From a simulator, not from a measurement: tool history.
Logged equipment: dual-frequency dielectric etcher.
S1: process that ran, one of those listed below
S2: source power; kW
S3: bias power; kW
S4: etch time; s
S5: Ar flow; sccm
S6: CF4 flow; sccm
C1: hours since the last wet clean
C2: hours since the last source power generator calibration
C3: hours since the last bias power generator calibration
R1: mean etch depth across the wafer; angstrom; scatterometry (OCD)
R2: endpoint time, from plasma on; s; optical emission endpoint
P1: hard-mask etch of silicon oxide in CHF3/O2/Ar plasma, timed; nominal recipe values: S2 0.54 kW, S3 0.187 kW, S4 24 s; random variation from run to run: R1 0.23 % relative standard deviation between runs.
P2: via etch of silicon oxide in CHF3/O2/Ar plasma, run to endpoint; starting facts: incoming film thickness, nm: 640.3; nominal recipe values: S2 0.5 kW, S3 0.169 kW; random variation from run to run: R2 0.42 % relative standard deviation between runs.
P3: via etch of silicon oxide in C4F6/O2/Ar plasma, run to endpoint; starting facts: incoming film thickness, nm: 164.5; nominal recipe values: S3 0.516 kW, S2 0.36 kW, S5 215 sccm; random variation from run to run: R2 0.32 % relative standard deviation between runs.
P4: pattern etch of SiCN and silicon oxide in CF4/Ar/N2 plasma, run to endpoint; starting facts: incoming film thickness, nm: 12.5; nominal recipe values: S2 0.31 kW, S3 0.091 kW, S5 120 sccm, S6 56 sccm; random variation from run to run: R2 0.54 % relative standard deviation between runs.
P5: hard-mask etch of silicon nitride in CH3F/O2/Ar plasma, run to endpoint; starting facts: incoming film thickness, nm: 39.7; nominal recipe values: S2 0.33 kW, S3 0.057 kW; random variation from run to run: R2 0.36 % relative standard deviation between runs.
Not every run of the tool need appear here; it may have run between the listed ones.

{"run": 1, "day": 0.192, "S1": "P1", "S2": 0.54, "S3": 0.187, "S4": 24, "C1": 298.2, "C2": 2362.3, "C3": 3613.3, "R1": 463.58}
{"run": 2, "day": 0.292, "S1": "P1", "S2": 0.38, "S3": 0.187, "S4": 24, "C1": 300.6, "C2": 2364.7, "C3": 3615.7, "R1": 406.61}
{"run": 3, "day": 0.412, "S1": "P5", "S2": 0.33, "S3": 0.036, "C1": 303.5, "C2": 2367.6, "C3": 3618.6, "R2": 75.369}
{"run": 4, "day": 0.579, "S1": "P4", "S2": 0.31, "S3": 0.091, "S5": 120, "S6": 77, "C1": 307.5, "C2": 2371.6, "C3": 3622.6, "R2": 18.956}
{"run": 5, "day": 0.708, "S1": "P1", "S2": 0.54, "S3": 0.127, "S4": 24, "C1": 310.6, "C2": 2374.7, "C3": 3625.7, "R1": 406.74}
{"run": 6, "day": 0.867, "S1": "P1", "S2": 0.54, "S3": 0.187, "S4": 24, "C1": 314.4, "C2": 2378.5, "C3": 3629.5, "R1": 464.17}
{"run": 7, "day": 0.996, "S1": "P1", "S2": 0.54, "S3": 0.121, "S4": 17, "C1": 317.5, "C2": 2381.6, "C3": 3632.6, "R1": 284.66}
{"run": 8, "day": 1.212, "S1": "P1", "S2": 0.54, "S3": 0.187, "S4": 24, "C1": 322.7, "C2": 2386.8, "C3": 3637.8, "R1": 462.58}
{"run": 9, "day": 1.412, "S1": "P3", "S2": 0.36, "S3": 0.516, "S5": 215, "C1": 327.5, "C2": 2391.6, "C3": 3642.6, "R2": 35.398}
{"run": 10, "day": 1.504, "S1": "P2", "S2": 0.69, "S3": 0.169, "C1": 329.7, "C2": 2393.8, "C3": 3644.8, "R2": 312.97}
{"run": 11, "day": 1.696, "S1": "P4", "S2": 0.31, "S3": 0.091, "S5": 120, "S6": 56, "C1": 334.3, "C2": 2398.4, "C3": 3649.4, "R2": 19.794}
{"run": 12, "day": 1.796, "S1": "P4", "S2": 0.23, "S3": 0.091, "S5": 120, "S6": 56, "C1": 336.7, "C2": 2400.8, "C3": 3651.8, "R2": 25.699}
{"run": 13, "day": 1.929, "S1": "P5", "S2": 0.33, "S3": 0.057, "C1": 339.9, "C2": 2404, "C3": 3655, "R2": 65.374}
{"run": 14, "day": 2.038, "S1": "P3", "S2": 0.36, "S3": 0.516, "S5": 304, "C1": 342.5, "C2": 2406.6, "C3": 3657.6, "R2": 36.722}
{"run": 15, "day": 2.138, "S1": "P1", "S2": 0.66, "S3": 0.187, "S4": 24, "C1": 344.9, "C2": 2409, "C3": 3660, "R1": 500.91}
{"run": 16, "day": 2.304, "S1": "P1", "S2": 0.54, "S3": 0.187, "S4": 24, "C1": 348.9, "C2": 2413, "C3": 3664, "R1": 465.95}
{"run": 17, "day": 2.438, "S1": "P5", "S2": 0.22, "S3": 0.057, "C1": 352.1, "C2": 2416.2, "C3": 3667.2, "R2": 76.408}
{"run": 18, "day": 2.642, "S1": "P4", "S2": 0.31, "S3": 0.091, "S5": 165, "S6": 56, "C1": 357, "C2": 2421.1, "C3": 3672.1, "R2": 20.799}
{"run": 19, "day": 2.75, "S1": "P1", "S2": 0.44, "S3": 0.187, "S4": 35, "C1": 359.6, "C2": 2423.7, "C3": 3674.7, "R1": 626.23}
{"run": 20, "day": 2.9, "S1": "P3", "S2": 0.36, "S3": 0.516, "S5": 215, "C1": 363.2, "C2": 2427.3, "C3": 3678.3, "R2": 35.34}
{"run": 21, "day": 3.071, "S1": "P1", "S2": 0.54, "S3": 0.187, "S4": 24, "C1": 367.3, "C2": 2431.4, "C3": 3682.4, "R1": 463.02}
{"run": 22, "day": 3.229, "S1": "P4", "S2": 0.31, "S3": 0.057, "S5": 120, "S6": 56, "C1": 371.1, "C2": 2435.2, "C3": 3686.2, "R2": 23.676}
{"run": 23, "day": 3.4, "S1": "P1", "S2": 0.54, "S3": 0.233, "S4": 24, "C1": 375.2, "C2": 2439.3, "C3": 3690.3, "R1": 499.14}
{"run": 24, "day": 3.529, "S1": "P3", "S2": 0.36, "S3": 0.328, "S5": 215, "C1": 378.3, "C2": 2442.4, "C3": 3693.4, "R2": 41.803}
{"run": 25, "day": 3.725, "S1": "P2", "S2": 0.5, "S3": 0.122, "C1": 383, "C2": 2447.1, "C3": 3698.1, "R2": 387.98}
{"run": 26, "day": 3.912, "S1": "P5", "S2": 0.33, "S3": 0.057, "C1": 387.5, "C2": 2451.6, "C3": 3702.6, "R2": 65.236}
{"run": 27, "day": 4.117, "S1": "P1", "S2": 0.54, "S3": 0.187, "S4": 30, "C1": 392.4, "C2": 2456.5, "C3": 3707.5, "R1": 578.04}
{"run": 28, "day": 4.221, "S1": "P2", "S2": 0.5, "S3": 0.169, "C1": 394.9, "C2": 2459, "C3": 3710, "R2": 353.62}
{"run": 29, "day": 4.404, "S1": "P3", "S2": 0.51, "S3": 0.516, "S5": 215, "C1": 399.3, "C2": 2463.4, "C3": 3714.4, "R2": 31.217}
{"run": 30, "day": 4.538, "S1": "P1", "S2": 0.54, "S3": 0.187, "S4": 15, "C1": 402.5, "C2": 2466.6, "C3": 3717.6, "R1": 290.2}
{"run": 31, "day": 4.642, "S1": "P1", "S2": 0.54, "S3": 0.187, "S4": 24, "C1": 405, "C2": 2469.1, "C3": 3720.1, "R1": 464.31}
{"run": 32, "day": 4.817, "S1": "P1", "S2": 0.54, "S3": 0.187, "S4": 24, "C1": 409.2, "C2": 2473.3, "C3": 3724.3, "R1": 466.91}
{"run": 33, "day": 4.992, "S1": "P1", "S2": 0.54, "S3": 0.187, "S4": 24, "C1": 413.4, "C2": 2477.5, "C3": 3728.5, "R1": 469.6}
{"day": 5.108, "done": "wet clean of the chamber"}
{"run": 34, "day": 5.167, "S1": "P1", "S2": 0.54, "S3": 0.187, "S4": 24, "C1": 1.4, "C2": 2481.7, "C3": 3732.7, "R1": 468.56}
{"run": 35, "day": 5.333, "S1": "P1", "S2": 0.54, "S3": 0.187, "S4": 24, "C1": 5.4, "C2": 2485.7, "C3": 3736.7, "R1": 473.42}
{"run": 36, "day": 5.442, "S1": "P1", "S2": 0.54, "S3": 0.187, "S4": 24, "C1": 8, "C2": 2488.3, "C3": 3739.3, "R1": 470.75}
{"run": 37, "day": 5.542, "S1": "P1", "S2": 0.54, "S3": 0.187, "S4": 24, "C1": 10.4, "C2": 2490.7, "C3": 3741.7, "R1": 472.76}
{"run": 38, "day": 5.658, "S1": "P1", "S2": 0.54, "S3": 0.187, "S4": 24, "C1": 13.2, "C2": 2493.5, "C3": 3744.5, "R1": 470.93}
{"run": 39, "day": 5.758, "S1": "P1", "S2": 0.54, "S3": 0.187, "S4": 24, "C1": 15.6, "C2": 2495.9, "C3": 3746.9, "R1": 472}

What P1 gives has crept off from where it sat before. The 2 causes that follow fit the log equally well, each at the size noted:
A: bias power that arrives over what is set, % = 4.82
B: source power that arrives over what is set, % = 4.33
The onset of the drift is placed at about day 4.642.
All other causes, with the reason each is excluded:
chamber walls in a state that raises the etch rate, %: serviced at day 5.108, which brought nothing back

The list below offers 4 check runs, each averaging the results of 5 wafers, and shows each result as a question mark. For which of them would the listed causes give clearly different results?
{"run": "check 1", "day": 5.858, "S1": "P2", "S2": 0.64, "S3": 0.169, "R2": "?"}
{"run": "check 2", "day": 5.858, "S1": "P4", "S2": 0.31, "S3": 0.061, "S5": 120, "S6": 56, "R2": "?"}
{"run": "check 3", "day": 5.858, "S1": "P5", "S2": 0.23, "S3": 0.047, "R2": "?"}
{"run": "check 4", "day": 5.858, "S1": "P3", "S2": 0.36, "S3": 0.516, "S5": 260, "R2": "?"}

If the cause were each of the candidates in turn, the checks would give the following:
check=check_1 result=R2 if_A=315.06 if_B=314.85
check=check_2 result=R2 if_A=22.644 if_B=22.19
check=check_3 result=R2 if_A=78.707 if_B=78.628
check=check_4 result=R2 if_A=35.454 if_B=35.533
Smallest distance between any two causes, each pair judged by its most separating result, in per cent: check 1 0.07 %; check 2 2.02 %; check 3 0.1 %; check 4 0.22 %
Only in check 2 would the causes give clearly different results; in the remaining checks their results would be nearly the same.

Check 2 has now been run. It gave: R2 22.189 s. Which of the candidate causes is it?

It was cause B: source power that arrives over what is set, %.
